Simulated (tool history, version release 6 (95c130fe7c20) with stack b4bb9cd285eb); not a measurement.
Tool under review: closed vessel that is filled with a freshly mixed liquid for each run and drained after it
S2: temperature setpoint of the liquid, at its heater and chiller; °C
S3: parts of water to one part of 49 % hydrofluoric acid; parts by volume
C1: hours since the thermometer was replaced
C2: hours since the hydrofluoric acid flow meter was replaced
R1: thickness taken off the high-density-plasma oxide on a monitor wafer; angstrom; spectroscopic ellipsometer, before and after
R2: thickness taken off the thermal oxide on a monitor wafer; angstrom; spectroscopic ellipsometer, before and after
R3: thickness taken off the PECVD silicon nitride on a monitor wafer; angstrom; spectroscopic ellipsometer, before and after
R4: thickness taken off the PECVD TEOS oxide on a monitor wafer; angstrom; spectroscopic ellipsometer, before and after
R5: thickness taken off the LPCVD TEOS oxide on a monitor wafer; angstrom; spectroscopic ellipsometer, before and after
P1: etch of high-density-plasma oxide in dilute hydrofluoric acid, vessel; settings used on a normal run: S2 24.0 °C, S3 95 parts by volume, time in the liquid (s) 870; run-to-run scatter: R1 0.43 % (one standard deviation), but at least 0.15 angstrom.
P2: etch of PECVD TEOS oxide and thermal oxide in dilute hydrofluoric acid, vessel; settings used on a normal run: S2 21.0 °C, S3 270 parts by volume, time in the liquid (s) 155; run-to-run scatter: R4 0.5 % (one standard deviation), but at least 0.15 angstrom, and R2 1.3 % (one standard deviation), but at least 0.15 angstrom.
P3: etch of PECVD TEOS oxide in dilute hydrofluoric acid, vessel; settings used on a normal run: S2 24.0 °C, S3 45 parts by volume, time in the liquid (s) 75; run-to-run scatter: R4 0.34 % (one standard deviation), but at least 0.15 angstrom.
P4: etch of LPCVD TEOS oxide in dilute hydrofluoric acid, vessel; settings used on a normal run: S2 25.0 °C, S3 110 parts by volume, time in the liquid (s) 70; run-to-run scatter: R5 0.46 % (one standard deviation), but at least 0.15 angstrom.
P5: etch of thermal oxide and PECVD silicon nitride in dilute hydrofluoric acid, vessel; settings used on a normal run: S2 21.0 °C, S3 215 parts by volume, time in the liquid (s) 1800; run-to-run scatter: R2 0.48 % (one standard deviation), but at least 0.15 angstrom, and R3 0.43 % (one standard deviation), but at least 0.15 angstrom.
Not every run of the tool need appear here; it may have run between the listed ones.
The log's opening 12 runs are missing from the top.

{"run": 13, "hour": 143.5, "process that ran": "P1", "S2": 24.0, "S3": 95, "time in the liquid (s)": 30, "C1": 73.0, "C2": 1917.6, "R1": 18.542}
{"run": 14, "hour": 159.4, "process that ran": "P5", "S2": 27.0, "S3": 215, "time in the liquid (s)": 1800, "C1": 88.9, "C2": 1933.5, "R2": 363.83, "R3": 173.64}
{"run": 15, "hour": 170.7, "process that ran": "P2", "S2": 21.0, "S3": 270, "time in the liquid (s)": 155, "C1": 100.2, "C2": 1944.8, "R2": 20.741, "R4": 50.417}
{"run": 16, "hour": 182.0, "process that ran": "P3", "S2": 24.0, "S3": 65, "time in the liquid (s)": 75, "C1": 111.5, "C2": 1956.1, "R4": 206.55}
{"run": 17, "hour": 190.6, "process that ran": "P4", "S2": 25.0, "S3": 110, "time in the liquid (s)": 30, "C1": 120.1, "C2": 1964.7, "R5": 118.55}
{"run": 18, "hour": 203.2, "process that ran": "P4", "S2": 25.0, "S3": 20, "time in the liquid (s)": 70, "C1": 132.7, "C2": 1977.3, "R5": 1713.9}
{"run": 19, "hour": 216.3, "process that ran": "P2", "S2": 21.0, "S3": 270, "time in the liquid (s)": 155, "C1": 145.8, "C2": 1990.4, "R2": 21.165, "R4": 50.636}
{"run": 20, "hour": 228.8, "process that ran": "P1", "S2": 20.5, "S3": 45, "time in the liquid (s)": 870, "C1": 158.3, "C2": 2002.9, "R1": 1070.6}
{"run": 21, "hour": 237.8, "process that ran": "P3", "S2": 24.0, "S3": 45, "time in the liquid (s)": 75, "C1": 167.3, "C2": 2011.9, "R4": 305.92}

Run 22 is up next; what results do you expect?
{"run": 22, "hour": 247.5, "process that ran": "P4", "S2": 25.0, "S3": 110, "time in the liquid (s)": 70, "C1": 177.0, "C2": 2021.6, "R5": "?"}

R5: 278.62 angstrom

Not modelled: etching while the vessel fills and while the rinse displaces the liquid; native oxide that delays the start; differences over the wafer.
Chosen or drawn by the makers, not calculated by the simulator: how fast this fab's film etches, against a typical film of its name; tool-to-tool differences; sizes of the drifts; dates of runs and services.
